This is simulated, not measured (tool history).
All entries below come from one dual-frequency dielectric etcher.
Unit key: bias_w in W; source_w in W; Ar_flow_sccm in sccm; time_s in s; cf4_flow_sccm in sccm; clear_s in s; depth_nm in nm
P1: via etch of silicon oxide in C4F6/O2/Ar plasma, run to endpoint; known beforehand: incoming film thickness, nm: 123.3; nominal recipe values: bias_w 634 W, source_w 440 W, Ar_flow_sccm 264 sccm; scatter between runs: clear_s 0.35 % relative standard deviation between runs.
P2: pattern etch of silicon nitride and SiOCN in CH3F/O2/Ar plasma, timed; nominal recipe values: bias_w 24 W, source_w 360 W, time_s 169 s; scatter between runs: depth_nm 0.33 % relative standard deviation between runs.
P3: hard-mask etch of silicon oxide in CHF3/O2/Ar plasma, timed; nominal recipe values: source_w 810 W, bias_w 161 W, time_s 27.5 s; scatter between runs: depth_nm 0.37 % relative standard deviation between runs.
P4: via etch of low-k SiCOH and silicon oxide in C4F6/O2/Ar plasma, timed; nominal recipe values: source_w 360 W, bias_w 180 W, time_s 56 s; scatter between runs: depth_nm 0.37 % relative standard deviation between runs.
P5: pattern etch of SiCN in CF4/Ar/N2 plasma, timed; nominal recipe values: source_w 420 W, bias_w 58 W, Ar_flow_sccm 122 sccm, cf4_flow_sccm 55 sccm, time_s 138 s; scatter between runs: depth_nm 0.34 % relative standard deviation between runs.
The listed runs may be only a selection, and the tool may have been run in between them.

run    day  process  bias_w  source_w  Ar_flow_sccm  time_s  cf4_flow_sccm  clear_s  depth_nm
  1  0.221       P1     634       440           264                           23.58
  2  0.379       P1     634       440           264                          23.484
  3  0.671       P3     161       810                    21                            43.939
  4  0.879       P1     634       440           209                          23.184
  5  1.146       P3      94       810                  27.5                            49.004
  6  1.358       P3     161       810                  27.5                            57.845
  7  1.646       P2      24       490                   169                            24.863
  8  1.846       P1     634       540           308                          22.314
  9  2.146       P4     180       360                  72.5                            184.14
 10  2.454       P5      69       420           122     138             55             103.79
 11  2.812       P5      58       280           122     138             55             67.986
 12  2.988       P1     487       440           264                          26.055
 13  3.329       P1     394       440           194                           27.46
 14  3.658       P1     790       440           264                          21.628
 15  3.917       P5      58       420           122     138             55             97.376
 16  4.179       P5      58       420            96     138             55             101.36
 17  4.346       P4     180       480                    56                            158.98
 18  4.546       P4     180       360                    56                            143.37
 19    4.9       P2      24       360                 217.5                            28.623
 20  5.096       P5      58       420           122   179.5             55              126.6
 21  5.271       P3     161      1140                  27.5                            65.443
 22  5.429       P4     244       360                    56                            157.94
 23  5.762       P1     634       440           264                          23.637
 24  6.083       P3     161       810                  27.5                            57.466
 25  6.254       P1     456       550           264                          24.652
 26  6.554       P2      24       360                   169                            22.359
 27  6.708       P1     634       440           264                          23.715
 28  6.996       P2      18       360                   169                            19.641

What does the tool deliver on the next run?
 29  7.338       P1     634       560           264                               ?

{"run 29": {"clear_s": 21.662}}
